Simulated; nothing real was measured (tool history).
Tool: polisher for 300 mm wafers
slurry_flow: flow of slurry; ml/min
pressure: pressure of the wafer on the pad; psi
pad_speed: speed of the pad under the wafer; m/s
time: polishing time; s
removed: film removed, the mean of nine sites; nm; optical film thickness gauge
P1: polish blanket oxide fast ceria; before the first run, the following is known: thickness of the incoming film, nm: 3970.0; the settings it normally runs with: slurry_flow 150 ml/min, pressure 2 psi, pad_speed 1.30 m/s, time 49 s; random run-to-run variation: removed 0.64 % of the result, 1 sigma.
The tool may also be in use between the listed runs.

run	hour	slurry_flow	pressure	pad_speed	time	wafers polished on this pad	hours since the slurry nozzle was cleaned	hours since the head pressure was calibrated	removed
1	3.6	150	2	1.30	49	299	340.9	525.2	600.18
2	7.0	150	2	1.30	23	342	344.3	528.6	281.80
3	11.5	90	2	1.30	70	399	348.8	533.1	764.91
4	13.8	150	2	1.30	49	428	351.1	535.4	606.38
5	18.4	225	2	1.30	49	486	355.7	540.0	630.71
6	22.5	150	2	1.92	49	538	359.8	544.1	888.17
7	26.0	150	2	1.30	49	583	363.3	547.6	602.03
8	30.7	90	2	1.30	49	642	368.0	552.3	538.25
9	33.3	215	2	0.96	49	675	370.6	554.9	465.77
10	36.4	150	2	1.30	49	715	373.7	558.0	603.01
11	39.3	150	2	1.30	49	751	376.6	560.9	606.61
12	43.7	150	1	1.30	49	807	381.0	565.3	302.07
13	47.1	150	3	1.30	49	850	384.4	568.7	901.60
# hour 48.4: worn pad replaced by a new one
14	50.3	150	2	1.30	76	24	387.6	571.9	941.61

Expected results for the next run?
15	53.6	150	2	0.76	49	66	390.9	575.2	?

{"run 15": {"removed": 352.78}}
